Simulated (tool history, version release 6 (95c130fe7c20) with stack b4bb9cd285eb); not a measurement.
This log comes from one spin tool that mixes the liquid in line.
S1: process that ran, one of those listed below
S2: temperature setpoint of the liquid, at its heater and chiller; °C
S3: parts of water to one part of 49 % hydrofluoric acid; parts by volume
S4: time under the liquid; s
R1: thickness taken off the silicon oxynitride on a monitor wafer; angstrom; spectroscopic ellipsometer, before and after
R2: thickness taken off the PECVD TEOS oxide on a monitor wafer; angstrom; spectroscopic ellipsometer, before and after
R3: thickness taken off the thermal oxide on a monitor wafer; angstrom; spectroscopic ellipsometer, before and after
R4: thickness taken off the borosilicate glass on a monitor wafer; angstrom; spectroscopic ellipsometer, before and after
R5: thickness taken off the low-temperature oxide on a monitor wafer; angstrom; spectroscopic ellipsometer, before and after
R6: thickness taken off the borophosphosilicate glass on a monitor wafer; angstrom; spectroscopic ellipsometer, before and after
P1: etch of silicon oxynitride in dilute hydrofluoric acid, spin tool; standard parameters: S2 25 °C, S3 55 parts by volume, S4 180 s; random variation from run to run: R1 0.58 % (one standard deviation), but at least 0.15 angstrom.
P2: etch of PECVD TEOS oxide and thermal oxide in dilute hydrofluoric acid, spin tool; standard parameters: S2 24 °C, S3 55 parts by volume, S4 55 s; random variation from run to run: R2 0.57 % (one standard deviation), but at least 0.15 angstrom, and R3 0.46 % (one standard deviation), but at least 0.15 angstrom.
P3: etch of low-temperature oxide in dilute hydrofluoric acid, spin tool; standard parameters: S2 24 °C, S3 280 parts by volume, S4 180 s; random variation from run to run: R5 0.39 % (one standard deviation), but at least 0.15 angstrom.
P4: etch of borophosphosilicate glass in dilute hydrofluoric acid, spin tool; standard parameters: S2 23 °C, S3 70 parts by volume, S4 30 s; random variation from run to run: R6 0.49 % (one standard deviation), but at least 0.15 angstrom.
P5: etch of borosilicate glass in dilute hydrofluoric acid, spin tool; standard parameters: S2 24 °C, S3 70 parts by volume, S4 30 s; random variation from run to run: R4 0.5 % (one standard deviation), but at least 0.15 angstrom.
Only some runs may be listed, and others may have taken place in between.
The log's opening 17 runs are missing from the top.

run   hour  S1    S2   S3   S4      R1  R2  R3      R4      R5      R6
 18  180.4  P4    23   70   30                                  168.96
 19  188.5  P1    25   55   45   15.37
 20  201.3  P1    25   30  180  116.46
 21  213.2  P1    25   85  180  38.696
 22  225.7  P4  31.5   70   30                                   235.6
 23  232.7  P5    17   70   30                   138.4
 24  240.5  P3    24  280  180                            94.7
 25  247.1  P1    25   55  180  61.486
 26  258.2  P4    23   70   15                                  84.265
 27  270.5  P3    24  280   45                          23.962
 28  283.3  P1  29.5   55  180  76.441
 29  291.2  P3    24  280  180                          95.008
 30  302.1  P4    23   70   30                                  169.52
 31  310.8  P5    24   25   30                  550.81
 32  323.6  P4    23   30   30                                   412.9
 33  334.5  P1    25   55  180  60.979
 34  345.5  P1    25   55  180  64.838
 35  354.7  P1    25   55  180  66.873
 36  364.5  P1    25   55  180  67.497

Run 37 comes next. What will it give?
 37  370.5  P1  25  55  180   ?

{"run 37": {"R1": 67.835}}
